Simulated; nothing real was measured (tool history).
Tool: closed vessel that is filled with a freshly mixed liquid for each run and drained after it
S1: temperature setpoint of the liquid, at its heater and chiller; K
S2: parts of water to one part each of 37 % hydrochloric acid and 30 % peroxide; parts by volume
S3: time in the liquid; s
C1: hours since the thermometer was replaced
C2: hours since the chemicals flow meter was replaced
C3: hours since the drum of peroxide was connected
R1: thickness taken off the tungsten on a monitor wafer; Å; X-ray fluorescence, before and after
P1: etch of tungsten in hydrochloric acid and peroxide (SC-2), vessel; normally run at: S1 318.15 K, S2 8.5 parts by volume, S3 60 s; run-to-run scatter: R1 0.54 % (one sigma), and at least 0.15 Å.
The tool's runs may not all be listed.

run	hour	S1	S2	S3	C1	C2	C3	R1
1	11.3	318.15	8.5	60	913.1	1084.1	603.6	187.32
2	24.5	308.15	8.5	60	926.3	1097.3	616.8	92.442
3	35.9	318.15	8.5	60	937.7	1108.7	628.2	187.72
4	47	318.15	4	60	948.8	1119.8	639.3	328.03
5	59.7	318.15	8.5	60	961.5	1132.5	652	186.89
# hour 61.2: thermometer replaced
6	70.3	318.15	4	100	9.2	1143.1	662.6	546.97
7	77.9	318.15	8.5	60	16.8	1150.7	670.2	186.93
8	87.4	318.15	5.5	85	26.3	1160.2	679.7	370.27
9	103.6	318.15	14.5	60	42.5	1176.4	695.9	119.78
10	115.5	318.15	8.5	30	54.4	1188.3	707.8	92.885
11	126.4	332.15	8.5	60	65.3	1199.2	718.7	468.72
12	135.3	318.15	8.5	60	74.2	1208.1	727.6	185.99

Run 13 has not been measured yet. What should we expect?
13	147	318.15	8.5	60	85.9	1219.8	739.3	?

R1: 185.81 Å
